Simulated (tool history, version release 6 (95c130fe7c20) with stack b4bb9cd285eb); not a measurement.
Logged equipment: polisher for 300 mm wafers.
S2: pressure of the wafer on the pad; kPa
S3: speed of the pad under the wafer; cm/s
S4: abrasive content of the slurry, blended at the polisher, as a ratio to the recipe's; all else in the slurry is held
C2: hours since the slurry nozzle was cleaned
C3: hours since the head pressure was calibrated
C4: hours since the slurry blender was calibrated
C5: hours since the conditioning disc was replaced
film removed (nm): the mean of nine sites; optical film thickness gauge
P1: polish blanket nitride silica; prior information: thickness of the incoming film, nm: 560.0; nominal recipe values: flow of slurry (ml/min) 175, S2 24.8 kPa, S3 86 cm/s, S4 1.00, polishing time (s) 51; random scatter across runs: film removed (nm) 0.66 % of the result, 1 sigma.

{"run": 1, "hour": 11.4, "flow of slurry (ml/min)": 175, "S2": 24.8, "S3": 86, "S4": 1.0, "polishing time (s)": 51, "wafers polished on this pad": 465, "C2": 154.6, "C3": 304.5, "C4": 59.7, "C5": 114.7, "film removed (nm)": 27.011}
{"run": 2, "hour": 22.6, "flow of slurry (ml/min)": 240, "S2": 24.8, "S3": 86, "S4": 1.0, "polishing time (s)": 51, "wafers polished on this pad": 559, "C2": 165.8, "C3": 315.7, "C4": 70.9, "C5": 125.9, "film removed (nm)": 27.679}
{"run": 3, "hour": 37.1, "flow of slurry (ml/min)": 175, "S2": 31.7, "S3": 86, "S4": 1.0, "polishing time (s)": 51, "wafers polished on this pad": 681, "C2": 180.3, "C3": 330.2, "C4": 85.4, "C5": 140.4, "film removed (nm)": 33.695}
{"run": 4, "hour": 54.1, "flow of slurry (ml/min)": 175, "S2": 24.8, "S3": 86, "S4": 1.0, "polishing time (s)": 51, "wafers polished on this pad": 823, "C2": 197.3, "C3": 347.2, "C4": 102.4, "C5": 157.4, "film removed (nm)": 26.674}
{"run": 5, "hour": 62.0, "flow of slurry (ml/min)": 175, "S2": 24.8, "S3": 86, "S4": 1.0, "polishing time (s)": 51, "wafers polished on this pad": 890, "C2": 205.2, "C3": 355.1, "C4": 110.3, "C5": 165.3, "film removed (nm)": 26.825}
{"run": 6, "hour": 74.0, "flow of slurry (ml/min)": 175, "S2": 11.7, "S3": 86, "S4": 1.0, "polishing time (s)": 51, "wafers polished on this pad": 990, "C2": 217.2, "C3": 367.1, "C4": 122.3, "C5": 177.3, "film removed (nm)": 12.726}
{"run": 7, "hour": 91.2, "flow of slurry (ml/min)": 175, "S2": 24.8, "S3": 86, "S4": 1.0, "polishing time (s)": 51, "wafers polished on this pad": 1135, "C2": 234.4, "C3": 384.3, "C4": 139.5, "C5": 194.5, "film removed (nm)": 26.758}
{"run": 8, "hour": 107.3, "flow of slurry (ml/min)": 175, "S2": 24.8, "S3": 64, "S4": 1.4, "polishing time (s)": 51, "wafers polished on this pad": 1270, "C2": 250.5, "C3": 400.4, "C4": 155.6, "C5": 210.6, "film removed (nm)": 24.533}
{"run": 9, "hour": 123.0, "flow of slurry (ml/min)": 175, "S2": 24.8, "S3": 86, "S4": 1.4, "polishing time (s)": 51, "wafers polished on this pad": 1402, "C2": 266.2, "C3": 416.1, "C4": 171.3, "C5": 226.3, "film removed (nm)": 30.886}
{"run": 10, "hour": 130.8, "flow of slurry (ml/min)": 105, "S2": 24.8, "S3": 86, "S4": 1.0, "polishing time (s)": 51, "wafers polished on this pad": 1467, "C2": 274.0, "C3": 423.9, "C4": 179.1, "C5": 234.1, "film removed (nm)": 24.181}
{"run": 11, "hour": 141.0, "flow of slurry (ml/min)": 175, "S2": 24.8, "S3": 116, "S4": 1.0, "polishing time (s)": 51, "wafers polished on this pad": 1553, "C2": 284.2, "C3": 434.1, "C4": 189.3, "C5": 244.3, "film removed (nm)": 34.156}
{"run": 12, "hour": 156.6, "flow of slurry (ml/min)": 175, "S2": 24.8, "S3": 86, "S4": 1.0, "polishing time (s)": 51, "wafers polished on this pad": 1684, "C2": 299.8, "C3": 449.7, "C4": 204.9, "C5": 259.9, "film removed (nm)": 26.942}
{"run": 13, "hour": 167.9, "flow of slurry (ml/min)": 175, "S2": 24.8, "S3": 86, "S4": 1.0, "polishing time (s)": 23, "wafers polished on this pad": 1778, "C2": 311.1, "C3": 461.0, "C4": 216.2, "C5": 271.2, "film removed (nm)": 11.964}
{"run": 14, "hour": 179.4, "flow of slurry (ml/min)": 175, "S2": 24.8, "S3": 46, "S4": 1.0, "polishing time (s)": 51, "wafers polished on this pad": 1875, "C2": 322.6, "C3": 472.5, "C4": 227.7, "C5": 282.7, "film removed (nm)": 16.291}
{"run": 15, "hour": 194.8, "flow of slurry (ml/min)": 175, "S2": 24.8, "S3": 86, "S4": 1.0, "polishing time (s)": 80, "wafers polished on this pad": 2004, "C2": 338.0, "C3": 487.9, "C4": 243.1, "C5": 298.1, "film removed (nm)": 42.093}
{"hour": 195.0, "done": "slurry blender recalibrated"}
{"run": 16, "hour": 211.8, "flow of slurry (ml/min)": 175, "S2": 24.8, "S3": 110, "S4": 0.6, "polishing time (s)": 51, "wafers polished on this pad": 2147, "C2": 355.0, "C3": 504.9, "C4": 16.9, "C5": 315.1, "film removed (nm)": 25.272}
{"run": 17, "hour": 220.1, "flow of slurry (ml/min)": 175, "S2": 24.8, "S3": 86, "S4": 0.55, "polishing time (s)": 51, "wafers polished on this pad": 2217, "C2": 363.3, "C3": 513.2, "C4": 25.2, "C5": 323.4, "film removed (nm)": 19.614}
{"run": 18, "hour": 231.2, "flow of slurry (ml/min)": 175, "S2": 24.8, "S3": 86, "S4": 1.0, "polishing time (s)": 51, "wafers polished on this pad": 2310, "C2": 374.4, "C3": 524.3, "C4": 36.3, "C5": 334.5, "film removed (nm)": 26.744}
{"run": 19, "hour": 241.5, "flow of slurry (ml/min)": 175, "S2": 24.8, "S3": 86, "S4": 1.0, "polishing time (s)": 51, "wafers polished on this pad": 2396, "C2": 384.7, "C3": 534.6, "C4": 46.6, "C5": 344.8, "film removed (nm)": 26.315}
{"run": 20, "hour": 256.5, "flow of slurry (ml/min)": 175, "S2": 24.8, "S3": 86, "S4": 1.0, "polishing time (s)": 51, "wafers polished on this pad": 2522, "C2": 399.7, "C3": 549.6, "C4": 61.6, "C5": 359.8, "film removed (nm)": 25.8}
{"run": 21, "hour": 266.2, "flow of slurry (ml/min)": 175, "S2": 24.8, "S3": 86, "S4": 1.0, "polishing time (s)": 51, "wafers polished on this pad": 2604, "C2": 409.4, "C3": 559.3, "C4": 71.3, "C5": 369.5, "film removed (nm)": 25.303}

For run 22, what comes out?
{"hour": 268.7, "done": "conditioning disc replaced and pad reconditioned"}
{"hour": 275.9, "done": "slurry blender recalibrated"}
{"run": 22, "hour": 281.5, "flow of slurry (ml/min)": 175, "S2": 24.8, "S3": 86, "S4": 1.0, "polishing time (s)": 51, "wafers polished on this pad": 2732, "C2": 424.7, "C3": 574.6, "C4": 5.6, "C5": 12.9, "film removed (nm)": "?"}

Run 22 gave film removed (nm) 25.238.
